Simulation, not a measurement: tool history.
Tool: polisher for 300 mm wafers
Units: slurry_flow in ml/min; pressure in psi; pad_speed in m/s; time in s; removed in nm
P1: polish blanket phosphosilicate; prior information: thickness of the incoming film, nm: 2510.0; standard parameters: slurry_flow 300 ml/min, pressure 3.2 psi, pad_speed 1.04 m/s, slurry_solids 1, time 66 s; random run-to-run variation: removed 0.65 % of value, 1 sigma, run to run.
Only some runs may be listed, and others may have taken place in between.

run	hour	slurry_flow	pressure	pad_speed	slurry_solids	time	wafers polished on this pad	hours since the slurry nozzle was cleaned	hours since the head pressure was calibrated	hours since the slurry blender was calibrated	hours since the conditioning disc was replaced	removed
1	5.9	300	3.2	1.04	1	66	319	112.4	167.7	49.7	95.1	656.36
2	13.2	300	3.2	1.04	1	66	377	119.7	175	57	102.4	653.11
3	22.4	300	3.2	1.64	1	66	449	128.9	184.2	66.2	111.6	935.79
4	30.7	180	3.2	1.04	1	66	514	137.2	192.5	74.5	119.9	615.73
# hour 32.8: slurry blender recalibrated
5	37	300	3.2	1.04	1	43	564	143.5	198.8	4.2	126.2	424.38
6	41.2	300	1.4	1.04	1	66	597	147.7	203	8.4	130.4	285.94
7	49.2	300	3.2	1.04	1	66	660	155.7	211	16.4	138.4	643.13
8	57.6	300	3.2	1.04	1	66	726	164.1	219.4	24.8	146.8	647.63
9	63	300	3.2	1.04	1.45	66	768	169.5	224.8	30.2	152.2	756.99
10	70	300	4.1	1.04	1	66	823	176.5	231.8	37.2	159.2	837.68
11	78.7	300	3.2	0.46	1	66	892	185.2	240.5	45.9	167.9	339.48
12	86.5	300	3.2	1.04	1	66	953	193	248.3	53.7	175.7	655.57
13	95.3	370	4.8	1.04	1	66	1022	201.8	257.1	62.5	184.5	993.5
14	102.4	430	3.2	1.04	1	66	1078	208.9	264.2	69.6	191.6	672.63
15	108.5	300	3.2	1.04	1	88	1126	215	270.3	75.7	197.7	876.48
16	115	300	3.2	1.04	0.5	66	1177	221.5	276.8	82.2	204.2	439.61
17	123.9	300	3.2	1.04	1	66	1247	230.4	285.7	91.1	213.1	646.79
18	129.8	300	3.2	1.04	1	66	1294	236.3	291.6	97	219	633.39
19	138.4	300	3.2	1.04	1	66	1361	244.9	300.2	105.6	227.6	616.8
20	142.7	300	3.2	1.04	1	66	1395	249.2	304.5	109.9	231.9	609.64
# hour 149.3: worn pad replaced by a new one
21	150.1	300	3.2	1.04	1	66	6	256.6	311.9	117.3	239.3	598.09
# hour 156.9: conditioning disc replaced and pad reconditioned
22	158.9	300	3.2	1.04	1	66	75	265.4	320.7	126.1	2.1	587.4
23	167.6	300	3.2	1.04	1	66	144	274.1	329.4	134.8	10.8	593.77
# hour 169.4: slurry nozzle cleaned
24	173.5	300	3.2	1.04	1	66	190	4.1	335.3	140.7	16.7	588.23
25	180.1	300	3.2	1.04	1	66	242	10.7	341.9	147.3	23.3	590.89
26	186.9	300	3.2	1.04	1	66	296	17.5	348.7	154.1	30.1	595.23
27	195.9	300	3.2	1.04	1	66	366	26.5	357.7	163.1	39.1	582.42

P1 has crept away from where it was. The log is fitted equally well by each of these 2 causes, at the sizes shown:
A: head's pressure below its setpoint, % = 9.65
B: abrasive missing from the slurry, % = 19
Creep in the process output first set in at about hour 123.9.
Why every other cause is out:
removal rate lost through wear of the pad, %: serviced at hour 149.3, after the drift had started, without restoring the earlier output
slurry flow missing at the pad, %: serviced at hour 169.4, after the drift had started, without restoring the earlier output
time polished since the conditioner stopped cutting, s: serviced at hour 156.9, after the drift had started, without restoring the earlier output

Each of the check runs listed below is run on 3 wafers and reports their average, with the results left as question marks. Pick the one under which the possible causes would lead to clearly different results.
check 1	204.9	300	3.2	0.74	0.55	66						?
check 2	204.9	300	2.2	1.04	1	86						?
check 3	204.9	300	1.6	1.04	1	43						?
check 4	204.9	410	3.2	0.5	1	66						?

Expected result of each check under each candidate cause:
check	result	if A	if B
check 1	removed	326.28	316.42
check 2	removed	526.48	526.57
check 3	removed	191.45	191.48
check 4	removed	335.22	335.27
Gap, in per cent, between the two causes that each check separates least, read from the result that separates them most: check 1 3.07 %; check 2 0.02 %; check 3 0.02 %; check 4 0.02 %
The causes can be told apart only by check 1. The other checks would give nearly the same results under each of them.

Check 1 was then run and gave: removed 318.41 nm. Which cause is it?

It was cause B: abrasive missing from the slurry, %.
